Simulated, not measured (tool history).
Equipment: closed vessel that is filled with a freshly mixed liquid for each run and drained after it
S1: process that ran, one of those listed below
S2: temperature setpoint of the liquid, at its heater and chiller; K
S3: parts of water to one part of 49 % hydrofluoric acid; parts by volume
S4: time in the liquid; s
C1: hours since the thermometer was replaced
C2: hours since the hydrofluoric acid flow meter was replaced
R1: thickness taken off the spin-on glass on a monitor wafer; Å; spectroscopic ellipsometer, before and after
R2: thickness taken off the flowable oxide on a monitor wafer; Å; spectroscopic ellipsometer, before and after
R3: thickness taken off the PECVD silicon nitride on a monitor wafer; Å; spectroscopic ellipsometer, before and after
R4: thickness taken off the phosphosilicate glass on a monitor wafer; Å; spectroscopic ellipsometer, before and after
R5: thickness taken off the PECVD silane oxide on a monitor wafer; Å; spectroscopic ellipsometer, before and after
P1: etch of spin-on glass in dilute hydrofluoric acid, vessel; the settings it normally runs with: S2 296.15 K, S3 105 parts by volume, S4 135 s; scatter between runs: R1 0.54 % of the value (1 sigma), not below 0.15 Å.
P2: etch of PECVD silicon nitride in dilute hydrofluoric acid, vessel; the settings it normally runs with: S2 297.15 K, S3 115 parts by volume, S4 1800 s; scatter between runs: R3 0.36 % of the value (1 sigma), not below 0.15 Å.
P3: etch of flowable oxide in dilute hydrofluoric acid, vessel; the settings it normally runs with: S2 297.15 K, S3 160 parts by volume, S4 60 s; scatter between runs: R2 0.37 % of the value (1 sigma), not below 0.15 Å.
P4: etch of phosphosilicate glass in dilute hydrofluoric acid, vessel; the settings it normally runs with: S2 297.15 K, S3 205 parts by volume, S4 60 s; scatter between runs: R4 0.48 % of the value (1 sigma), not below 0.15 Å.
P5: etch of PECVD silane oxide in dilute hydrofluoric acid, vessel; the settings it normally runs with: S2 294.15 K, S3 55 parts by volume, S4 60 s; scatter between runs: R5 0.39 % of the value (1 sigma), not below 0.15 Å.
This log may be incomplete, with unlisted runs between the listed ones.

| run | hour | S1 | S2 | S3 | S4 | C1 | C2 | R1 | R2 | R3 | R4 | R5 |
|---|---|---|---|---|---|---|---|---|---|---|---|---|
| 1 | 6.4 | P1 | 296.15 | 105 | 135 | 284.4 | 1497.0 | 360.720 |  |  |  |  |
| 2 | 11.5 | P3 | 297.15 | 160 | 30 | 289.5 | 1502.1 |  | 73.318 |  |  |  |
| 3 | 14.6 | P2 | 293.15 | 115 | 1800 | 292.6 | 1505.2 |  |  | 206.2500 |  |  |
| 4 | 21.3 | P4 | 297.15 | 50 | 60 | 299.3 | 1511.9 |  |  |  | 929.240 |  |
| 5 | 25.8 | P3 | 297.15 | 30 | 60 | 303.8 | 1516.4 |  | 916.790 |  |  |  |
| 6 | 30.8 | P4 | 303.15 | 205 | 60 | 308.8 | 1521.4 |  |  |  | 233.800 |  |
| 7 | 37.5 | P2 | 297.15 | 115 | 1800 | 315.5 | 1528.1 |  |  | 268.6000 |  |  |
| 8 | 43.9 | P3 | 290.15 | 160 | 60 | 321.9 | 1534.5 |  | 111.870 |  |  |  |
| 9 | 48.0 | P1 | 290.15 | 105 | 135 | 326.0 | 1538.6 | 282.560 |  |  |  |  |
| 10 | 52.9 | P5 | 294.15 | 55 | 110 | 330.9 | 1543.5 |  |  |  |  | 409.47 |
| 11 | 57.5 | P1 | 292.15 | 105 | 265 | 335.5 | 1548.1 | 599.210 |  |  |  |  |
| 12 | 63.7 | P1 | 296.15 | 105 | 135 | 341.7 | 1554.3 | 361.690 |  |  |  |  |
| 13 | 67.2 | P1 | 296.15 | 105 | 35 | 345.2 | 1557.8 | 92.709 |  |  |  |  |
| 14 | 73.9 | P1 | 301.65 | 105 | 135 | 351.9 | 1564.5 | 442.320 |  |  |  |  |
| 15 | 80.6 | P5 | 294.15 | 90 | 60 | 358.6 | 1571.2 |  |  |  |  | 130.99 |
| 16 | 85.1 | P4 | 297.15 | 205 | 60 | 363.1 | 1575.7 |  |  |  | 190.630 |  |
| 17 | 90.4 | P1 | 296.15 | 180 | 135 | 368.4 | 1581.0 | 194.590 |  |  |  |  |
| 18 | 96.2 | P5 | 294.15 | 55 | 60 | 374.2 | 1586.8 |  |  |  |  | 224.10 |
| 19 | 100.3 | P5 | 294.15 | 55 | 60 | 378.3 | 1590.9 |  |  |  |  | 224.64 |
| 20 | 106.8 | P2 | 297.15 | 115 | 1800 | 384.8 | 1597.4 |  |  | 268.6600 |  |  |
| 21 | 111.3 | P3 | 297.15 | 160 | 60 | 389.3 | 1601.9 |  | 146.840 |  |  |  |
| 22 | 117.2 | P1 | 296.15 | 105 | 135 | 395.2 | 1607.8 | 356.400 |  |  |  |  |
| 23 | 123.7 | P1 | 296.15 | 40 | 135 | 401.7 | 1614.3 | 1032.200 |  |  |  |  |
| 24 | 128.5 | P2 | 297.15 | 115 | 50 | 406.5 | 1619.1 |  |  | 7.3513 |  |  |
| 25 | 135.0 | P1 | 296.15 | 105 | 250 | 413.0 | 1625.6 | 670.490 |  |  |  |  |
| 26 | 138.1 | P2 | 297.15 | 185 | 1800 | 416.1 | 1628.7 |  |  | 168.5800 |  |  |
| 27 | 142.5 | P1 | 291.65 | 105 | 80 | 420.5 | 1633.1 | 176.930 |  |  |  |  |
| 28 | 147.8 | P4 | 297.15 | 205 | 30 | 425.8 | 1638.4 |  |  |  | 94.094 |  |
| 29 | 153.3 | P1 | 296.15 | 105 | 135 | 431.3 | 1643.9 | 361.110 |  |  |  |  |
| 30 | 159.3 | P1 | 296.15 | 105 | 135 | 437.3 | 1649.9 | 361.540 |  |  |  |  |
| 31 | 163.1 | P1 | 296.15 | 105 | 135 | 441.1 | 1653.7 | 365.600 |  |  |  |  |
| 32 | 167.1 | P1 | 290.15 | 150 | 135 | 445.1 | 1657.7 | 187.750 |  |  |  |  |
| 33 | 170.6 | P5 | 290.15 | 55 | 60 | 448.6 | 1661.2 |  |  |  |  | 188.63 |
| 34 | 177.0 | P3 | 297.15 | 160 | 60 | 455.0 | 1667.6 |  | 146.550 |  |  |  |
| 35 | 183.4 | P1 | 296.15 | 105 | 135 | 461.4 | 1674.0 | 361.360 |  |  |  |  |
| 36 | 190.2 | P1 | 296.15 | 105 | 135 | 468.2 | 1680.8 | 372.070 |  |  |  |  |
| 37 | 195.4 | P1 | 296.15 | 105 | 135 | 473.4 | 1686.0 | 374.590 |  |  |  |  |
| 38 | 200.4 | P1 | 296.15 | 105 | 135 | 478.4 | 1691.0 | 381.690 |  |  |  |  |
| 39 | 206.9 | P1 | 296.15 | 105 | 135 | 484.9 | 1697.5 | 379.980 |  |  |  |  |
| 40 | 213.3 | P1 | 296.15 | 105 | 135 | 491.3 | 1703.9 | 387.650 |  |  |  |  |
| 41 | 220.1 | P1 | 296.15 | 105 | 135 | 498.1 | 1710.7 | 386.640 |  |  |  |  |
| 42 | 224.0 | P1 | 296.15 | 105 | 135 | 502.0 | 1714.6 | 389.870 |  |  |  |  |
| 43 | 230.3 | P1 | 296.15 | 105 | 135 | 508.3 | 1720.9 | 385.930 |  |  |  |  |
| 44 | 233.4 | P1 | 296.15 | 105 | 135 | 511.4 | 1724.0 | 390.120 |  |  |  |  |
| 45 | 238.1 | P1 | 296.15 | 105 | 135 | 516.1 | 1728.7 | 385.430 |  |  |  |  |
| 46 | 242.2 | P1 | 296.15 | 105 | 135 | 520.2 | 1732.8 | 389.110 |  |  |  |  |

P1 no longer gives what it gave before; its output has crept away from where it was. The following 2 causes, each at its listed size, fit the log equally well:
A: liquid hotter than its thermometer reads (K) = 1.82
B: hydrofluoric acid flow above the setpoint (%) = 6.59
Onset of the creep was near hour 183.4.

4 check runs are offered, one wafer each, their results left as question marks. Which one tells the causes apart?
| check 1 | 246.3 | P3 | 297.15 | 160 | 60 |  |  |  | ? |  |  |  |
| check 2 | 246.3 | P2 | 297.15 | 115 | 1800 |  |  |  |  | ? |  |  |
| check 3 | 246.3 | P4 | 297.15 | 205 | 60 |  |  |  |  |  | ? |  |
| check 4 | 246.3 | P5 | 294.15 | 55 | 60 |  |  |  |  |  |  | ? |

Expected result of each check under each candidate cause:
| check | result | if A | if B |
|---|---|---|---|
| check 1 | R2 | 157.080 | 158.120 |
| check 2 | R3 | 303.6600 | 287.3500 |
| check 3 | R4 | 202.530 | 204.790 |
| check 4 | R5 | 241.38 | 239.48 |
How far apart the two closest causes lie, in the result that separates them most: check 1 0.66 %; check 2 5.52 %; check 3 1.11 %; check 4 0.79 %
The causes can be told apart only by check 2. The other checks would give nearly the same results under each of them.

Then check 2 was run and gave: R3 287.8400 Å. Which cause is it?

It is B: hydrofluoric acid flow above the setpoint (%).

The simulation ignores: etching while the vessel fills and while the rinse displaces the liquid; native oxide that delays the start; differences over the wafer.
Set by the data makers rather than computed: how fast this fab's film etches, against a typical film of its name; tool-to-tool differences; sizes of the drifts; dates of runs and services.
